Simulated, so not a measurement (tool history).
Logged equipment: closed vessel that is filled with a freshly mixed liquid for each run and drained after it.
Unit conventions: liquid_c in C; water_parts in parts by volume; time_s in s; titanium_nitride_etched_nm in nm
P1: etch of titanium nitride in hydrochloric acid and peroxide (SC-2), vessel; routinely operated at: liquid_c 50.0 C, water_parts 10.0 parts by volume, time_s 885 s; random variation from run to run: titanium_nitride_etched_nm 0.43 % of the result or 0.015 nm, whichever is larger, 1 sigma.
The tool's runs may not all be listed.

| run | hour | liquid_c | water_parts | time_s | hours since the thermometer was replaced | hours since the chemicals flow meter was replaced | hours since the drum of peroxide was connected | titanium_nitride_etched_nm |
|---|---|---|---|---|---|---|---|---|
| 1 | 4.8 | 50.0 | 10.0 | 885 | 2047.9 | 1039.9 | 398.7 | 16.9830 |
| 2 | 11.0 | 50.0 | 10.0 | 885 | 2054.1 | 1046.1 | 404.9 | 16.8960 |
| 3 | 16.7 | 38.0 | 10.0 | 485 | 2059.8 | 1051.8 | 410.6 | 4.0240 |
| 4 | 19.6 | 37.0 | 10.0 | 885 | 2062.7 | 1054.7 | 413.5 | 6.8797 |
| 5 | 22.9 | 50.0 | 10.0 | 885 | 2066.0 | 1058.0 | 416.8 | 16.8720 |
| 6 | 28.3 | 50.0 | 10.0 | 1710 | 2071.4 | 1063.4 | 422.2 | 32.5220 |
| 7 | 34.4 | 50.0 | 4.0 | 885 | 2077.5 | 1069.5 | 428.3 | 33.8960 |
| 8 | 37.3 | 50.0 | 17.5 | 885 | 2080.4 | 1072.4 | 431.2 | 10.3820 |
| 9 | 43.4 | 50.0 | 10.0 | 500 | 2086.5 | 1078.5 | 437.3 | 9.5743 |
| 10 | 49.4 | 66.5 | 10.0 | 885 | 2092.5 | 1084.5 | 443.3 | 47.9110 |
| 11 | 55.1 | 50.0 | 10.0 | 885 | 2098.2 | 1090.2 | 449.0 | 16.9790 |
| 12 | 59.1 | 50.0 | 10.0 | 885 | 2102.2 | 1094.2 | 453.0 | 17.0150 |
| 13 | 62.6 | 50.0 | 10.0 | 885 | 2105.7 | 1097.7 | 456.5 | 16.4210 |
| 14 | 65.8 | 50.0 | 10.0 | 885 | 2108.9 | 1100.9 | 459.7 | 16.0260 |
| 15 | 69.8 | 50.0 | 10.0 | 885 | 2112.9 | 1104.9 | 463.7 | 15.7860 |
| 16 | 74.6 | 50.0 | 10.0 | 885 | 2117.7 | 1109.7 | 468.5 | 15.5560 |
|  | 76.5 | new drum of peroxide connected |
| 17 | 78.5 | 50.0 | 10.0 | 885 | 2121.6 | 1113.6 | 2.1 | 15.5040 |
| 18 | 82.9 | 50.0 | 10.0 | 885 | 2126.0 | 1118.0 | 6.5 | 15.3980 |

The log shows P1 creeping away from where it was. Any of the 2 causes listed here, at the size stated for it, fits the log just as well as the others:
A: liquid colder than its thermometer reads (K) = 1.35
B: chemicals flow below the setpoint (%) = 10.2
The gradual shift began around hour 59.1.
Every other cause this tool's parts could produce, and why it does not fit the log:
peroxide weaker than its label (%): maintenance at hour 76.5, after the shift began, did not return the process to its former output

4 check runs are offered, each on 2 wafers whose results are averaged, their results left as question marks. Which one tells the causes apart?
| check 1 | 87.3 | 59.0 | 10.0 | 1670 |  |  |  | ? |
| check 2 | 87.3 | 50.0 | 15.5 | 885 |  |  |  | ? |
| check 3 | 87.3 | 39.0 | 4.0 | 885 |  |  |  | ? |
| check 4 | 87.3 | 44.0 | 10.0 | 1340 |  |  |  | ? |

Predicted outcomes, by check and by cause:
| check | result | if A | if B |
|---|---|---|---|
| check 1 | titanium_nitride_etched_nm | 52.5610 | 52.3040 |
| check 2 | titanium_nitride_etched_nm | 10.6020 | 10.5440 |
| check 3 | titanium_nitride_etched_nm | 14.3780 | 14.7260 |
| check 4 | titanium_nitride_etched_nm | 15.5190 | 15.5720 |
Gap, in per cent, between the two causes that each check separates least, read from the result that separates them most: check 1 0.49 %; check 2 0.55 %; check 3 2.39 %; check 4 0.34 %
Of the check runs offered, only check 3 discriminates between the causes; the rest would read about the same regardless of which cause applies.

After running check 3, the following was obtained: titanium_nitride_etched_nm 14.7330 nm. Which cause does this point to?

It is B: chemicals flow below the setpoint (%).
